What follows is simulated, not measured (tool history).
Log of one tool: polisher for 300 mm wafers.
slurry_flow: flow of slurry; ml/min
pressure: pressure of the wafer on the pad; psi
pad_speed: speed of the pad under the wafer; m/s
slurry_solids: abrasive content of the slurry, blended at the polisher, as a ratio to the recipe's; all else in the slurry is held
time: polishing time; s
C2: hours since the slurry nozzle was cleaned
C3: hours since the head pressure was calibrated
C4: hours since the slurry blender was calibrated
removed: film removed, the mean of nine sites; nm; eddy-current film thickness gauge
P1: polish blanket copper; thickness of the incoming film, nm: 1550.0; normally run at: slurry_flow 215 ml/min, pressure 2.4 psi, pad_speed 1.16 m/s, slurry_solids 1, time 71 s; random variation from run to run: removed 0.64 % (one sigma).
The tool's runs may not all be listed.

{"run": 1, "hour": 5.6, "slurry_flow": 215, "pressure": 2.4, "pad_speed": 1.16, "slurry_solids": 1, "time": 71, "wafers polished on this pad": 742, "C2": 485.8, "C3": 146.2, "C4": 206.3, "removed": 227.62}
{"run": 2, "hour": 9.9, "slurry_flow": 130, "pressure": 2.4, "pad_speed": 1.16, "slurry_solids": 1, "time": 71, "wafers polished on this pad": 787, "C2": 490.1, "C3": 150.5, "C4": 210.6, "removed": 206.16}
{"run": 3, "hour": 17.4, "slurry_flow": 215, "pressure": 2.4, "pad_speed": 1.16, "slurry_solids": 1, "time": 71, "wafers polished on this pad": 864, "C2": 497.6, "C3": 158, "C4": 218.1, "removed": 226.25}
{"run": 4, "hour": 22.1, "slurry_flow": 215, "pressure": 2.4, "pad_speed": 1.82, "slurry_solids": 1, "time": 71, "wafers polished on this pad": 913, "C2": 502.3, "C3": 162.7, "C4": 222.8, "removed": 353.39}
{"run": 5, "hour": 27.8, "slurry_flow": 215, "pressure": 2.4, "pad_speed": 1.16, "slurry_solids": 1, "time": 71, "wafers polished on this pad": 972, "C2": 508, "C3": 168.4, "C4": 228.5, "removed": 225.33}
{"run": 6, "hour": 37.0, "slurry_flow": 215, "pressure": 1.4, "pad_speed": 1.16, "slurry_solids": 1, "time": 71, "wafers polished on this pad": 1067, "C2": 517.2, "C3": 177.6, "C4": 237.7, "removed": 130.72}
{"run": 7, "hour": 42.7, "slurry_flow": 215, "pressure": 2.4, "pad_speed": 1.16, "slurry_solids": 1, "time": 71, "wafers polished on this pad": 1126, "C2": 522.9, "C3": 183.3, "C4": 243.4, "removed": 226.53}
{"run": 8, "hour": 49.2, "slurry_flow": 300, "pressure": 2.4, "pad_speed": 1.16, "slurry_solids": 1, "time": 71, "wafers polished on this pad": 1194, "C2": 529.4, "C3": 189.8, "C4": 249.9, "removed": 231.15}
{"run": 9, "hour": 55.0, "slurry_flow": 285, "pressure": 2.4, "pad_speed": 0.64, "slurry_solids": 1, "time": 71, "wafers polished on this pad": 1254, "C2": 535.2, "C3": 195.6, "C4": 255.7, "removed": 127.75}
{"run": 10, "hour": 62.3, "slurry_flow": 215, "pressure": 2.4, "pad_speed": 1.16, "slurry_solids": 0.6, "time": 71, "wafers polished on this pad": 1329, "C2": 542.5, "C3": 202.9, "C4": 263, "removed": 204.67}
{"run": 11, "hour": 71.2, "slurry_flow": 215, "pressure": 1.7, "pad_speed": 0.8, "slurry_solids": 1, "time": 71, "wafers polished on this pad": 1422, "C2": 551.4, "C3": 211.8, "C4": 271.9, "removed": 109.79}
{"run": 12, "hour": 79.3, "slurry_flow": 215, "pressure": 2.4, "pad_speed": 1.16, "slurry_solids": 1, "time": 48, "wafers polished on this pad": 1506, "C2": 559.5, "C3": 219.9, "C4": 280, "removed": 151.07}
{"run": 13, "hour": 87.7, "slurry_flow": 215, "pressure": 2.4, "pad_speed": 1.16, "slurry_solids": 1, "time": 71, "wafers polished on this pad": 1593, "C2": 567.9, "C3": 228.3, "C4": 288.4, "removed": 222.39}
{"run": 14, "hour": 94.2, "slurry_flow": 215, "pressure": 3.6, "pad_speed": 1.16, "slurry_solids": 1, "time": 71, "wafers polished on this pad": 1660, "C2": 574.4, "C3": 234.8, "C4": 294.9, "removed": 335.16}
{"run": 15, "hour": 99.9, "slurry_flow": 215, "pressure": 2.4, "pad_speed": 1.16, "slurry_solids": 1, "time": 99, "wafers polished on this pad": 1719, "C2": 580.1, "C3": 240.5, "C4": 300.6, "removed": 313.57}
{"run": 16, "hour": 107.0, "slurry_flow": 215, "pressure": 2.4, "pad_speed": 1.16, "slurry_solids": 1.3, "time": 71, "wafers polished on this pad": 1793, "C2": 587.2, "C3": 247.6, "C4": 307.7, "removed": 236.39}
{"run": 17, "hour": 114.8, "slurry_flow": 215, "pressure": 2.4, "pad_speed": 0.8, "slurry_solids": 1, "time": 71, "wafers polished on this pad": 1873, "C2": 595, "C3": 255.4, "C4": 315.5, "removed": 154.9}
{"run": 18, "hour": 120.0, "slurry_flow": 215, "pressure": 2.4, "pad_speed": 1.16, "slurry_solids": 1, "time": 71, "wafers polished on this pad": 1927, "C2": 600.2, "C3": 260.6, "C4": 320.7, "removed": 225.12}
{"run": 19, "hour": 125.5, "slurry_flow": 215, "pressure": 2.4, "pad_speed": 1.16, "slurry_solids": 1, "time": 71, "wafers polished on this pad": 1984, "C2": 605.7, "C3": 266.1, "C4": 326.2, "removed": 219.6}
{"run": 20, "hour": 132.8, "slurry_flow": 215, "pressure": 2.4, "pad_speed": 1.16, "slurry_solids": 1, "time": 71, "wafers polished on this pad": 2060, "C2": 613, "C3": 273.4, "C4": 333.5, "removed": 216.83}
{"run": 21, "hour": 139.6, "slurry_flow": 215, "pressure": 2.4, "pad_speed": 1.16, "slurry_solids": 1, "time": 71, "wafers polished on this pad": 2130, "C2": 619.8, "C3": 280.2, "C4": 340.3, "removed": 213.28}
{"run": 22, "hour": 144.6, "slurry_flow": 215, "pressure": 2.4, "pad_speed": 1.16, "slurry_solids": 1, "time": 71, "wafers polished on this pad": 2182, "C2": 624.8, "C3": 285.2, "C4": 345.3, "removed": 212.07}
{"run": 23, "hour": 150.7, "slurry_flow": 215, "pressure": 2.4, "pad_speed": 1.16, "slurry_solids": 1, "time": 71, "wafers polished on this pad": 2245, "C2": 630.9, "C3": 291.3, "C4": 351.4, "removed": 209.08}
{"hour": 154.2, "done": "worn pad replaced by a new one"}
{"hour": 157.1, "done": "head pressure recalibrated"}
{"run": 24, "hour": 157.5, "slurry_flow": 215, "pressure": 2.4, "pad_speed": 1.16, "slurry_solids": 1, "time": 71, "wafers polished on this pad": 35, "C2": 637.7, "C3": 0.5, "C4": 358.2, "removed": 210.58}
{"run": 25, "hour": 162.7, "slurry_flow": 215, "pressure": 2.4, "pad_speed": 1.16, "slurry_solids": 1, "time": 71, "wafers polished on this pad": 88, "C2": 642.9, "C3": 5.7, "C4": 363.4, "removed": 208.47}
{"run": 26, "hour": 168.3, "slurry_flow": 215, "pressure": 2.4, "pad_speed": 1.16, "slurry_solids": 1, "time": 71, "wafers polished on this pad": 146, "C2": 648.5, "C3": 11.3, "C4": 369, "removed": 208.61}
{"run": 27, "hour": 173.2, "slurry_flow": 215, "pressure": 2.4, "pad_speed": 1.16, "slurry_solids": 1, "time": 71, "wafers polished on this pad": 197, "C2": 653.4, "C3": 16.2, "C4": 373.9, "removed": 208.3}

What P1 gives has crept away from where it was. These 2 causes fit the log equally well, each at the size given:
A: abrasive missing from the slurry, % = 29.4
B: slurry flow missing at the pad, % = 37.6
The creep began at about hour 120.
Why every other cause is out:
removal rate lost through wear of the pad, %: serviced at hour 154.2, which brought nothing back
head's pressure below its setpoint, %: serviced at hour 157.1, which brought nothing back

4 check runs are offered, each on 5 wafers whose results are averaged, their results left as question marks. Which one tells the causes apart?
{"run": "check 1", "hour": 178.1, "slurry_flow": 215, "pressure": 2.4, "pad_speed": 1.42, "slurry_solids": 1.3, "time": 71, "removed": "?"}
{"run": "check 2", "hour": 178.1, "slurry_flow": 215, "pressure": 1.4, "pad_speed": 1.16, "slurry_solids": 0.8, "time": 71, "removed": "?"}
{"run": "check 3", "hour": 178.1, "slurry_flow": 160, "pressure": 2.4, "pad_speed": 1.16, "slurry_solids": 1, "time": 71, "removed": "?"}
{"run": "check 4", "hour": 178.1, "slurry_flow": 215, "pressure": 2.4, "pad_speed": 1.78, "slurry_solids": 1, "time": 88, "removed": "?"}

What each check would give under each cause:
check=check_1 result=removed if_A=270.25 if_B=270.87
check=check_2 result=removed if_A=116.54 if_B=116.29
check=check_3 result=removed if_A=200.41 if_B=195.89
check=check_4 result=removed if_A=397.51 if_B=397.48
How far apart the two closest causes lie, in the result that separates them most: check 1 0.23 %; check 2 0.21 %; check 3 2.28 %; check 4 0.01 %
Check 3 tells the causes apart: in the others they would give nearly the same result.

Then check 3 was run and gave: removed 200.62 nm. Which cause is it?

It is A: abrasive missing from the slurry, %.
